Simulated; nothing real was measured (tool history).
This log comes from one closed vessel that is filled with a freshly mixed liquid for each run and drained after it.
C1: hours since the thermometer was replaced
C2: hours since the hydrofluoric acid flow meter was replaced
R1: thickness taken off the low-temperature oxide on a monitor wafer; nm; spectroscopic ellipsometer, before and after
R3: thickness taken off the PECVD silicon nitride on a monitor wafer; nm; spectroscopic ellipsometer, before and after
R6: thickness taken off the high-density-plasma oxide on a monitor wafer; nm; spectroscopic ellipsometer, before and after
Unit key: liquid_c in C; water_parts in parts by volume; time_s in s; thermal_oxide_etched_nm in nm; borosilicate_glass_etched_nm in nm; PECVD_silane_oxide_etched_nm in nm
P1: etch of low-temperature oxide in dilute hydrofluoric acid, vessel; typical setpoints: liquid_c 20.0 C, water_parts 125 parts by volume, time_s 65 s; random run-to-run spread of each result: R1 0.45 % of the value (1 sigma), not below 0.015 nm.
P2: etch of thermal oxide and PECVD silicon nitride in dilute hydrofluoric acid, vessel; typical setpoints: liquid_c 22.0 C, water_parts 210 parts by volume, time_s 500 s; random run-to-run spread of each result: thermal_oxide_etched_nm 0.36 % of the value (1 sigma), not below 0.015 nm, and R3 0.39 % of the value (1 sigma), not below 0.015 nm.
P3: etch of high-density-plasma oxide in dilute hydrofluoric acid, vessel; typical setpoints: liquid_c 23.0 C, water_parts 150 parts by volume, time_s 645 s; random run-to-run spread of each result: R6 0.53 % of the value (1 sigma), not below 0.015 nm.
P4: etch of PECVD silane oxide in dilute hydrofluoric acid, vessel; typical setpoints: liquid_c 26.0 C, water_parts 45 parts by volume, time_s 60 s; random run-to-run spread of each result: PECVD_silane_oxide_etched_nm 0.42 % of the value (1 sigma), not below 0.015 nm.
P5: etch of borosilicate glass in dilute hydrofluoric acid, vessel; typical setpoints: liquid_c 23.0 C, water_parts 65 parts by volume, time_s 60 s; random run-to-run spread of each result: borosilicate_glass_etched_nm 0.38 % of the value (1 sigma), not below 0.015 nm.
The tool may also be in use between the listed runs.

run 1 day=0.558 | process=P1 liquid_c=20.0 water_parts=125 time_s=65 | C1=379.3 C2=301.4 | R1=9.4046
run 2 day=1.025 | process=P1 liquid_c=20.0 water_parts=125 time_s=65 | C1=390.5 C2=312.6 | R1=9.3832
run 3 day=1.346 | process=P1 liquid_c=17.0 water_parts=125 time_s=65 | C1=398.2 C2=320.3 | R1=8.3336
run 4 day=1.721 | process=P2 liquid_c=22.0 water_parts=210 time_s=815 | C1=407.2 C2=329.3 | thermal_oxide_etched_nm=14.7510 R3=10.0880
run 5 day=2.242 | process=P5 liquid_c=23.0 water_parts=65 time_s=60 | C1=419.7 C2=341.8 | borosilicate_glass_etched_nm=33.178
run 6 day=2.658 | process=P1 liquid_c=24.0 water_parts=35 time_s=65 | C1=429.7 C2=351.8 | R1=43.8710
run 7 day=2.996 | process=P4 liquid_c=26.0 water_parts=45 time_s=60 | C1=437.8 C2=359.9 | PECVD_silane_oxide_etched_nm=59.725
run 8 day=3.562 | process=P4 liquid_c=26.0 water_parts=45 time_s=30 | C1=451.4 C2=373.5 | PECVD_silane_oxide_etched_nm=29.977
run 9 day=4.004 | process=P1 liquid_c=20.0 water_parts=125 time_s=65 | C1=462.0 C2=384.1 | R1=9.4000
run 10 day=4.425 | process=P1 liquid_c=20.0 water_parts=125 time_s=65 | C1=472.1 C2=394.2 | R1=9.3811
run 11 day=4.725 | process=P3 liquid_c=23.0 water_parts=150 time_s=645 | C1=479.3 C2=401.4 | R6=26.186
run 12 day=5.017 | process=P1 liquid_c=20.0 water_parts=55 time_s=110 | C1=486.3 C2=408.4 | R1=38.8980
run 13 day=5.450 | process=P4 liquid_c=26.0 water_parts=30 time_s=60 | C1=496.7 C2=418.8 | PECVD_silane_oxide_etched_nm=90.909
run 14 day=5.817 | process=P5 liquid_c=23.0 water_parts=65 time_s=30 | C1=505.5 C2=427.6 | borosilicate_glass_etched_nm=16.735
run 15 day=6.258 | process=P1 liquid_c=17.0 water_parts=125 time_s=30 | C1=516.1 C2=438.2 | R1=3.8162
run 16 day=6.567 | process=P2 liquid_c=22.0 water_parts=210 time_s=500 | C1=523.5 C2=445.6 | thermal_oxide_etched_nm=9.1383 R3=6.1995
run 17 day=6.858 | process=P1 liquid_c=20.0 water_parts=125 time_s=30 | C1=530.5 C2=452.6 | R1=4.3321
-- day=7.029 hydrofluoric acid flow meter replaced
run 18 day=7.308 | process=P1 liquid_c=20.0 water_parts=125 time_s=65 | C1=541.3 C2=6.7 | R1=9.4037
run 19 day=7.912 | process=P1 liquid_c=20.0 water_parts=40 time_s=65 | C1=555.8 C2=21.2 | R1=32.4010
run 20 day=8.462 | process=P4 liquid_c=31.5 water_parts=45 time_s=60 | C1=569.0 C2=34.4 | PECVD_silane_oxide_etched_nm=74.538
run 21 day=9.075 | process=P3 liquid_c=23.0 water_parts=245 time_s=645 | C1=583.7 C2=49.1 | R6=14.473
run 22 day=9.583 | process=P3 liquid_c=17.0 water_parts=150 time_s=645 | C1=595.9 C2=61.3 | R6=20.519
run 23 day=9.933 | process=P1 liquid_c=20.0 water_parts=205 time_s=65 | C1=604.3 C2=69.7 | R1=5.2973
run 24 day=10.492 | process=P5 liquid_c=23.0 water_parts=85 time_s=60 | C1=617.7 C2=83.1 | borosilicate_glass_etched_nm=24.776
run 25 day=11.096 | process=P2 liquid_c=29.5 water_parts=210 time_s=500 | C1=632.2 C2=97.6 | thermal_oxide_etched_nm=11.8770 R3=9.8061
run 26 day=11.583 | process=P1 liquid_c=20.0 water_parts=125 time_s=65 | C1=643.9 C2=109.3 | R1=9.3263
run 27 day=11.925 | process=P1 liquid_c=25.0 water_parts=125 time_s=65 | C1=652.1 C2=117.5 | R1=11.4120
run 28 day=12.208 | process=P3 liquid_c=23.0 water_parts=150 time_s=930 | C1=658.9 C2=124.3 | R6=37.770
run 29 day=12.496 | process=P5 liquid_c=29.5 water_parts=65 time_s=60 | C1=665.8 C2=131.2 | borosilicate_glass_etched_nm=42.707
run 30 day=12.862 | process=P1 liquid_c=20.0 water_parts=125 time_s=115 | C1=674.6 C2=140.0 | R1=16.6060
run 31 day=13.233 | process=P2 liquid_c=22.0 water_parts=285 time_s=500 | C1=683.5 C2=148.9 | thermal_oxide_etched_nm=6.1808 R3=4.5689
run 32 day=13.517 | process=P1 liquid_c=20.0 water_parts=125 time_s=65 | C1=690.3 C2=155.7 | R1=9.3372
run 33 day=14.025 | process=P1 liquid_c=20.0 water_parts=125 time_s=65 | C1=702.5 C2=167.9 | R1=8.8893
run 34 day=14.479 | process=P1 liquid_c=20.0 water_parts=125 time_s=65 | C1=713.4 C2=178.8 | R1=8.7648
run 35 day=15.029 | process=P1 liquid_c=20.0 water_parts=125 time_s=65 | C1=726.6 C2=192.0 | R1=8.6533
run 36 day=15.312 | process=P1 liquid_c=20.0 water_parts=125 time_s=65 | C1=733.4 C2=198.8 | R1=8.7020
run 37 day=15.600 | process=P1 liquid_c=20.0 water_parts=125 time_s=65 | C1=740.3 C2=205.7 | R1=8.5968
run 38 day=16.104 | process=P1 liquid_c=20.0 water_parts=125 time_s=65 | C1=752.4 C2=217.8 | R1=8.5573
run 39 day=16.567 | process=P1 liquid_c=20.0 water_parts=125 time_s=65 | C1=763.5 C2=228.9 | R1=8.5738

P1 has crept away from where it was. The log is fitted equally well by each of these 2 causes, at the sizes shown:
A: hydrofluoric acid flow below the setpoint (%) = 7.67
B: liquid colder than its thermometer reads (K) = 2.23
The drift started at roughly day 13.517.

Below are 4 check runs, each on a single wafer, with their results shown as question marks. Which of them would tell the listed causes apart, meaning the causes would give clearly different results under it?
run check 1 day=17.029 | process=P2 liquid_c=22.0 water_parts=210 time_s=500 | thermal_oxide_etched_nm=? R3=?
run check 2 day=17.029 | process=P5 liquid_c=23.0 water_parts=65 time_s=60 | borosilicate_glass_etched_nm=?
run check 3 day=17.029 | process=P4 liquid_c=26.0 water_parts=45 time_s=60 | PECVD_silane_oxide_etched_nm=?
run check 4 day=17.029 | process=P3 liquid_c=23.0 water_parts=150 time_s=645 | R6=?

Outcome of each check run for each possible cause:
check=check_1 result=thermal_oxide_etched_nm if_A=8.2200 if_B=8.3244
check=check_1 result=R3 if_A=5.7206 if_B=5.3530
check=check_2 result=borosilicate_glass_etched_nm if_A=30.533 if_B=30.360
check=check_3 result=PECVD_silane_oxide_etched_nm if_A=54.747 if_B=54.396
check=check_4 result=R6 if_A=23.833 if_B=23.989
How far apart the two closest causes lie, in the result that separates them most: check 1 6.64 %; check 2 0.57 %; check 3 0.64 %; check 4 0.65 %
The other checks would show nearly matching results whichever cause is true, so check 1 is the only one that separates the causes.

Check 1 was carried out, with these results: thermal_oxide_etched_nm 8.1507 nm; R3 5.7508 nm. Which of the listed causes is responsible?

It is A: hydrofluoric acid flow below the setpoint (%).

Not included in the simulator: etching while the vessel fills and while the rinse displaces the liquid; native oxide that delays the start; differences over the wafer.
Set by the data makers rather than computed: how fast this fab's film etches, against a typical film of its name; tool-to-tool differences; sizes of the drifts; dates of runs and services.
